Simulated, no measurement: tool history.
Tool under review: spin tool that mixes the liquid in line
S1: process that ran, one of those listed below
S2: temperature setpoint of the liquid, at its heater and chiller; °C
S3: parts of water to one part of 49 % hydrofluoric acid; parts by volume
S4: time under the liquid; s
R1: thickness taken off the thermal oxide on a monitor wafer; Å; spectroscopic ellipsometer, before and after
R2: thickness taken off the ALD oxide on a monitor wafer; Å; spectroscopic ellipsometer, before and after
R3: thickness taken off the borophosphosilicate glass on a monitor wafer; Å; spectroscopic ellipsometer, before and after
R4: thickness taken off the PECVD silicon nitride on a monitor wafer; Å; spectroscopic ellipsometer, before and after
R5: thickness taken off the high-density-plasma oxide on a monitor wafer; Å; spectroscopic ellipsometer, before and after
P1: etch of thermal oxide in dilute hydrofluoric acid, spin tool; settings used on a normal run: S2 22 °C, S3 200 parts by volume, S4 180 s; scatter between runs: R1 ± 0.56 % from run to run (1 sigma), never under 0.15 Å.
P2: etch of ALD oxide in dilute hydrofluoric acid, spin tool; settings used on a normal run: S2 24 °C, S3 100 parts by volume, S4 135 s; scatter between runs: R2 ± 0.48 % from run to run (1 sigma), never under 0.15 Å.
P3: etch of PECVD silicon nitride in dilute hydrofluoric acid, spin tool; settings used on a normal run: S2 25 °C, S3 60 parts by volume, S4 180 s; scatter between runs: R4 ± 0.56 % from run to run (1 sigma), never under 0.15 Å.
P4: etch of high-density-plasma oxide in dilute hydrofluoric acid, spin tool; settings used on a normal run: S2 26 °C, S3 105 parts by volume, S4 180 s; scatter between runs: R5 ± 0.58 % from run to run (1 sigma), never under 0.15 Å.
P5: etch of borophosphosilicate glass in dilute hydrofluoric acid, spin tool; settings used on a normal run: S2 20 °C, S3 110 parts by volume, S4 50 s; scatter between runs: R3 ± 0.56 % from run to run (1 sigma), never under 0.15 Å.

| run | hour | S1 | S2 | S3 | S4 | R1 | R2 | R3 | R4 | R5 |
|---|---|---|---|---|---|---|---|---|---|---|
| 1 | 7.7 | P1 | 22 | 200 | 180 | 36.335 |  |  |  |  |
| 2 | 14.6 | P1 | 22 | 200 | 180 | 36.367 |  |  |  |  |
| 3 | 22.9 | P1 | 22 | 200 | 60 | 12.159 |  |  |  |  |
| 4 | 33.4 | P2 | 24 | 100 | 135 |  | 205.81 |  |  |  |
| 5 | 39.6 | P1 | 22 | 355 | 180 | 17.413 |  |  |  |  |
| 6 | 48.1 | P5 | 17 | 110 | 50 |  |  | 205.91 |  |  |
| 7 | 57.4 | P1 | 27.5 | 200 | 180 | 44.359 |  |  |  |  |
| 8 | 65.3 | P3 | 25 | 60 | 180 |  |  |  | 108.5 |  |
| 9 | 75.4 | P4 | 19.5 | 105 | 180 |  |  |  |  | 73.333 |
| 10 | 81.1 | P1 | 22 | 200 | 180 | 36.256 |  |  |  |  |
| 11 | 88.7 | P1 | 22 | 200 | 325 | 65.856 |  |  |  |  |
| 12 | 98.9 | P5 | 20 | 110 | 50 |  |  | 232.32 |  |  |
| 13 | 106 | P1 | 22 | 200 | 180 | 36.606 |  |  |  |  |
| 14 | 114.1 | P4 | 26 | 105 | 100 |  |  |  |  | 52.403 |
| 15 | 124 | P1 | 17.5 | 200 | 180 | 30.717 |  |  |  |  |
| 16 | 133.6 | P2 | 24 | 30 | 135 |  | 753.57 |  |  |  |
| 17 | 141.9 | P5 | 20 | 180 | 50 |  |  | 131.71 |  |  |
| 18 | 149.7 | P4 | 26 | 25 | 180 |  |  |  |  | 443.2 |
| 19 | 158.8 | P4 | 26 | 105 | 180 |  |  |  |  | 94.743 |
| 20 | 164.5 | P3 | 32.5 | 60 | 180 |  |  |  | 177.13 |  |
| 21 | 169.9 | P1 | 22 | 70 | 180 | 119.18 |  |  |  |  |
| 22 | 179 | P5 | 20 | 110 | 50 |  |  | 230.4 |  |  |
| 23 | 184.3 | P1 | 18.5 | 305 | 180 | 18.759 |  |  |  |  |
| 24 | 192.6 | P1 | 22 | 200 | 180 | 36.472 |  |  |  |  |
| 25 | 201.2 | P5 | 20 | 110 | 15 |  |  | 69.919 |  |  |
| 26 | 207.1 | P2 | 24 | 100 | 45 |  | 67.758 |  |  |  |
| 27 | 214.1 | P2 | 18 | 100 | 135 |  | 161.17 |  |  |  |
| 28 | 219.4 | P3 | 25 | 60 | 335 |  |  |  | 202.44 |  |
| 29 | 228.1 | P3 | 25 | 90 | 180 |  |  |  | 73.352 |  |
| 30 | 235.7 | P2 | 24 | 100 | 135 |  | 206.56 |  |  |  |
| 31 | 246.2 | P1 | 22 | 200 | 180 | 36.326 |  |  |  |  |
| 32 | 256.3 | P1 | 22 | 200 | 180 | 37.163 |  |  |  |  |
| 33 | 266.2 | P1 | 22 | 200 | 180 | 37.664 |  |  |  |  |
| 34 | 275.8 | P1 | 22 | 200 | 180 | 37.976 |  |  |  |  |
| 35 | 282.2 | P1 | 22 | 200 | 180 | 38.293 |  |  |  |  |
| 36 | 294.1 | P1 | 22 | 200 | 180 | 38.766 |  |  |  |  |
| 37 | 301.4 | P1 | 22 | 200 | 180 | 38.788 |  |  |  |  |
| 38 | 311.1 | P1 | 22 | 200 | 180 | 38.511 |  |  |  |  |
| 39 | 323 | P1 | 22 | 200 | 180 | 38.632 |  |  |  |  |
| 40 | 330 | P1 | 22 | 200 | 180 | 38.853 |  |  |  |  |

What P1 gives has crept away from where it was. These 2 causes fit the log equally well, each at the size given:
A: hydrofluoric acid flow above the setpoint (%) = 5.24
B: liquid hotter than its thermometer reads (K) = 1.65
The gradual shift began around hour 246.2.

Listed below are the offered check runs, one wafer per run, with question marks in place of results. For which of them would the causes give clearly different outcomes?
| check 1 | 337 | P2 | 24 | 100 | 135 |  | ? |  |  |  |
| check 2 | 337 | P5 | 20 | 110 | 50 |  |  | ? |  |  |
| check 3 | 337 | P4 | 26 | 105 | 180 |  |  |  |  | ? |
| check 4 | 337 | P3 | 25 | 60 | 180 |  |  |  | ? |  |

If the cause were each of the candidates in turn, the checks would give the following:
| check | result | if A | if B |
|---|---|---|---|
| check 1 | R2 | 218.18 | 219.86 |
| check 2 | R3 | 245.58 | 247.96 |
| check 3 | R5 | 100.44 | 101.01 |
| check 4 | R4 | 114.95 | 121.93 |
Per-check spread between the two closest causes, in the result where they differ most: check 1 0.77 %; check 2 0.97 %; check 3 0.56 %; check 4 5.9 %
Of the check runs offered, only check 4 discriminates between the causes; the rest would read about the same regardless of which cause applies.

Check 4 was carried out, with these results: R4 116.39 Å. Which of the listed causes is responsible?

It is A: hydrofluoric acid flow above the setpoint (%).
